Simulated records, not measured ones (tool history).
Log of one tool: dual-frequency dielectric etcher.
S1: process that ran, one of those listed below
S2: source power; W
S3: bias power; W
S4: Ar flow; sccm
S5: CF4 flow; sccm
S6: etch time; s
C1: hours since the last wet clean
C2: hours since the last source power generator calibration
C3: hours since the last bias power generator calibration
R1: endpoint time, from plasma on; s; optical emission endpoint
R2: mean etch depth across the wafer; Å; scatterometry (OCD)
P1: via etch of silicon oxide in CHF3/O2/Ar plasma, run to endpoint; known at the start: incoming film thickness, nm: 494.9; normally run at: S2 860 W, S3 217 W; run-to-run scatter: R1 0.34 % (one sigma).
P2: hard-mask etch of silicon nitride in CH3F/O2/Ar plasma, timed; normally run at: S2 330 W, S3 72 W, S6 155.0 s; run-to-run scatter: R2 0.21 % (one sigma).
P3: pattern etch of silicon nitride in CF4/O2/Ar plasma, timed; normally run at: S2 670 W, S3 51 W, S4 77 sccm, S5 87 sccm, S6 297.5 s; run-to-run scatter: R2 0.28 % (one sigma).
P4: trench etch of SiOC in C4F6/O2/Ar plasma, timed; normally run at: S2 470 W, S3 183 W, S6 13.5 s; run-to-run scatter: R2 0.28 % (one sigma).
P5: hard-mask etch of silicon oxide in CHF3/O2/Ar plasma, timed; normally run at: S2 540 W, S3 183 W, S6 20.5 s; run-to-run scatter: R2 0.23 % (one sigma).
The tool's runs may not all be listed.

run   hour  S1    S2   S3  S4   S5     S6     C1      C2      C3      R1       R2
  1    6.8  P1   860  217                  294.7  1061.3  1321.8  203.29
  2   13.6  P1   680  217                  301.5  1068.1  1328.6  222.78
  3   21.4  P3   670   51  77   87  163.5  309.3  1075.9  1336.4          4137.10
  4   31.7  P3   670   51  95   87  297.5  319.6  1086.2  1346.7          7342.50
  5   37.3  P5   540  183            20.5  325.2  1091.8  1352.3           394.83
  6   49.1  P4   470  140            13.5  337.0  1103.6  1364.1           270.08
      59.5  -- wet clean of the chamber
  7   61.0  P3   670   51  77  119  297.5    1.5  1115.5  1376.0          7819.50
  8   71.5  P2   330   72           155.0   12.0  1126.0  1386.5          1021.10
  9   81.9  P1  1110  217                   22.4  1136.4  1396.9  183.38
 10   91.8  P4   470  183            13.5   32.3  1146.3  1406.8           293.84
 11  102.5  P2   330   86           155.0   43.0  1157.0  1417.5          1082.20
 12  112.8  P5   540  183            15.0   53.3  1167.3  1427.8           289.49
 13  119.2  P3   670   51  77   87  297.5   59.7  1173.7  1434.2          7553.40
 14  128.0  P1   860  217                   68.5  1182.5  1443.0  202.40
 15  140.6  P5   350  183            20.5   81.1  1195.1  1455.6           334.77
 16  148.6  P3   670   72  77   87  297.5   89.1  1203.1  1463.6          8535.00
 17  161.2  P1   590  298                  101.7  1215.7  1476.2  209.48
 18  171.5  P1   860  217                  112.0  1226.0  1486.5  204.49
 19  179.2  P2   330   72            85.0  119.7  1233.7  1494.2           557.50
 20  189.9  P2   410   72           155.0  130.4  1244.4  1504.9          1102.50
 21  200.9  P5   540  136            20.5  141.4  1255.4  1515.9           358.22
 22  208.5  P4   470  183            19.0  149.0  1263.0  1523.5           413.03
 23  216.8  P1   600  166                  157.3  1271.3  1531.8  255.15
 24  228.6  P1   860  217                  169.1  1283.1  1543.6  203.27
 25  235.9  P1  1040  290                  176.4  1290.4  1550.9  171.97
 26  243.7  P1   860  217                  184.2  1298.2  1558.7  203.91
 27  249.8  P1   860  266                  190.3  1304.3  1564.8  190.19
 28  258.9  P1   860  161                  199.4  1313.4  1573.9  224.70
 29  264.7  P1   860  217                  205.2  1319.2  1579.7  202.83
 30  277.2  P3   790   51  77   87  297.5  217.7  1331.7  1592.2          8737.90
 31  283.4  P4   660  183            13.5  223.9  1337.9  1598.4           336.64
 32  296.0  P1   860  217                  236.5  1350.5  1611.0  204.15

Forecast run 33:
 33  308.7  P1  860  217              249.2  1363.2  1623.7   ?

Run 33 gave R1 205.79 s.

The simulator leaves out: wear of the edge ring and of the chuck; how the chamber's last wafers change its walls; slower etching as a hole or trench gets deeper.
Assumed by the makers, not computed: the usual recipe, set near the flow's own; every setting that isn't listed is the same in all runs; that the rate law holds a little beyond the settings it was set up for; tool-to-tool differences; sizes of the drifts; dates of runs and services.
